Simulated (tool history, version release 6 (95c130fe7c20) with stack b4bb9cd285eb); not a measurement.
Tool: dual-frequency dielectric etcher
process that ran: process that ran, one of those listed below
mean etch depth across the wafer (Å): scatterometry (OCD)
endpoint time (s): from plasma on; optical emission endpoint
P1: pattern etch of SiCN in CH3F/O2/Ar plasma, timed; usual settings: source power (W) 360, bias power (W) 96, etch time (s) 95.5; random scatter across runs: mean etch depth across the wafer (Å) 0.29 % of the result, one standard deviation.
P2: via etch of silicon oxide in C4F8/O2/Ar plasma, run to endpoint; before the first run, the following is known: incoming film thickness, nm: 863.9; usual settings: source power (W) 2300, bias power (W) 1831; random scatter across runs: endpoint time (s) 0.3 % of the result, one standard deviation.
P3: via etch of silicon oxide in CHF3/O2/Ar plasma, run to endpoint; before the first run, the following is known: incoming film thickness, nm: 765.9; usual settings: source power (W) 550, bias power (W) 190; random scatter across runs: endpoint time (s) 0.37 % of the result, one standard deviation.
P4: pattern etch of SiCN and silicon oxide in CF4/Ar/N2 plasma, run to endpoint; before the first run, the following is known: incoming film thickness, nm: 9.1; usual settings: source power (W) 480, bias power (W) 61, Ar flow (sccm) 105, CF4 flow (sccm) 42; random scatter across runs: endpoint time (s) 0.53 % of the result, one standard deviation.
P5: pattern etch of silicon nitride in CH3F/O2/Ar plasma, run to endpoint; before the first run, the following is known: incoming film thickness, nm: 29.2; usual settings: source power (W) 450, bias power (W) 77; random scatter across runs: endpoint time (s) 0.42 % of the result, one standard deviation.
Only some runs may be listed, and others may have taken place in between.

run     day  process that ran  source power (W)  bias power (W)  etch time (s)  Ar flow (sccm)  CF4 flow (sccm)  hours since the last wet clean  hours since the last source power generator calibration  hours since the last bias power generator calibration  mean etch depth across the wafer (Å)  endpoint time (s)
  1   0.283                P1               360              96           95.5                                                             72.2                                                   2383.8                                                 2043.8                                390.55
  2   0.683                P4               480              61                            105               42                            81.8                                                   2393.4                                                 2053.4                                                   11.629
  3   1.042                P3               550             190                                                                            90.4                                                     2402                                                   2062                                                   392.87
  4   1.358                P3               550             190                                                                              98                                                   2409.6                                                 2069.6                                                   396.17
  5   1.825                P5               450             100                                                                           109.2                                                   2420.8                                                 2080.8                                                   36.397
  6   2.158                P1               360              96           95.5                                                            117.2                                                   2428.8                                                 2088.8                                388.84
  7     2.5                P1               230             126           95.5                                                            125.4                                                     2437                                                   2097                                368.07
  8   2.729                P1               500              96           95.5                                                            130.9                                                   2442.5                                                 2102.5                                441.27
  9   3.004                P4               480              38                            105               42                           137.5                                                   2449.1                                                 2109.1                                                   13.632
 10   3.367                P1               500              96            135                                                            146.2                                                   2457.8                                                 2117.8                                621.92
 11   3.654                P3               550             265                                                                           153.1                                                   2464.7                                                 2124.7                                                   351.89
 12   3.975                P2              1710            1831                                                                           160.8                                                   2472.4                                                 2132.4                                                   184.05
 13    4.25                P5               280              77                                                                           167.4                                                     2479                                                   2139                                                   47.845
 14   4.758                P1               360              96           95.5                                                            179.6                                                   2491.2                                                 2151.2                                391.26
 15   5.033                P5               450              77                                                                           186.2                                                   2497.8                                                 2157.8                                                   39.914
 16   5.529                P1               360              96            135                                                            198.1                                                   2509.7                                                 2169.7                                551.68
 17   6.012                P4               610              61                            105               42                           209.7                                                   2521.3                                                 2181.3                                                   9.4781
 18   6.408                P3               340             190                                                                           219.2                                                   2530.8                                                 2190.8                                                   474.23
 19   6.638                P1               230              96           95.5                                                            224.7                                                   2536.3                                                 2196.3                                331.54
 20   7.079                P4               480              61                            105               42                           235.3                                                   2546.9                                                 2206.9                                                   11.692
 21   7.475                P1               360              61           95.5                                                            244.8                                                   2556.4                                                 2216.4                                 331.4
 22   7.754                P1               360              96           95.5                                                            251.5                                                   2563.1                                                 2223.1                                391.75
 23   8.158                P1               360              96           69.5                                                            261.2                                                   2572.8                                                 2232.8                                285.73
 24   8.538                P4               480              61                            105               26                           270.3                                                   2581.9                                                 2241.9                                                   12.677
 25   8.829                P2              2300            2583                                                                           277.3                                                   2588.9                                                 2248.9                                                   149.06
 26   9.142                P1               360             133           95.5                                                            284.8                                                   2596.4                                                 2256.4                                443.99
 27   9.592                P4               480              61                            146               42                           295.6                                                   2607.2                                                 2267.2                                                   12.429
 28   9.967                P2              2300            1831                                                                           304.6                                                   2616.2                                                 2276.2                                                   163.41
 29  10.475                P1               360              96           95.5                                                            316.8                                                   2628.4                                                 2288.4                                394.07
 30  10.796                P1               360              96           95.5                                                            324.5                                                   2636.1                                                 2296.1                                 390.7
 31  11.079                P1               360              96           95.5                                                            331.3                                                   2642.9                                                 2302.9                                388.67
 32  11.558                P1               360              96           95.5                                                            342.8                                                   2654.4                                                 2314.4                                386.91
 33  11.875                P1               360              96           95.5                                                            350.4                                                     2662                                                   2322                                385.77
     12.204  -- wet clean of the chamber
 34  12.279                P1               360              96           95.5                                                              1.9                                                   2671.7                                                 2331.7                                388.26
 35  12.725                P1               360              96           95.5                                                             12.6                                                   2682.4                                                 2342.4                                 385.9
 36  13.067                P1               360              96           95.5                                                             20.8                                                   2690.6                                                 2350.6                                386.02
 37  13.317                P1               360              96           95.5                                                             26.8                                                   2696.6                                                 2356.6                                382.56

Something has made what P1 gives creep away from where it was; the 2 causes below, each at its own stated size, fit the log equally well:
A: bias power that arrives under what is set, % = 3.8
B: source power that arrives under what is set, % = 3.87
Creep in the process output first set in at about day 10.796.
Other possible causes, and why each is ruled out:
chamber walls in a state that lowers the etch rate, %: serviced at day 12.204, after the change had begun; the process did not return to its earlier output

Consider the 4 check runs below, whose results appear as question marks and each of which averages 3 wafers. Which one distinguishes the causes, in that each cause would give it a clearly different result?
check 1  13.567                P2              1810            2529                                                                                                                                                                                                                                                        ?
check 2  13.567                P5               290              95                                                                                                                                                                                                                                                        ?
check 3  13.567                P4               480              47                            105               42                                                                                                                                                                                                        ?
check 4  13.567                P3               380             263                                                                                                                                                                                                                                                        ?

If the cause were each of the candidates in turn, the checks would give the following:
  check             result    if A    if B
check 1  endpoint time (s)     166  166.63
check 2  endpoint time (s)  44.408  44.422
check 3  endpoint time (s)  12.962  13.249
check 4  endpoint time (s)  410.48  410.63
Smallest distance between any two causes, each pair judged by its most separating result, in per cent: check 1 0.38 %; check 2 0.03 %; check 3 2.19 %; check 4 0.04 %
The other checks would show nearly matching results whichever cause is true, so check 3 is the only one that separates the causes.

The results of check 3 are: endpoint time (s) 12.986. Based on these, which of the listed causes is it?

A is the cause: bias power that arrives under what is set, %.

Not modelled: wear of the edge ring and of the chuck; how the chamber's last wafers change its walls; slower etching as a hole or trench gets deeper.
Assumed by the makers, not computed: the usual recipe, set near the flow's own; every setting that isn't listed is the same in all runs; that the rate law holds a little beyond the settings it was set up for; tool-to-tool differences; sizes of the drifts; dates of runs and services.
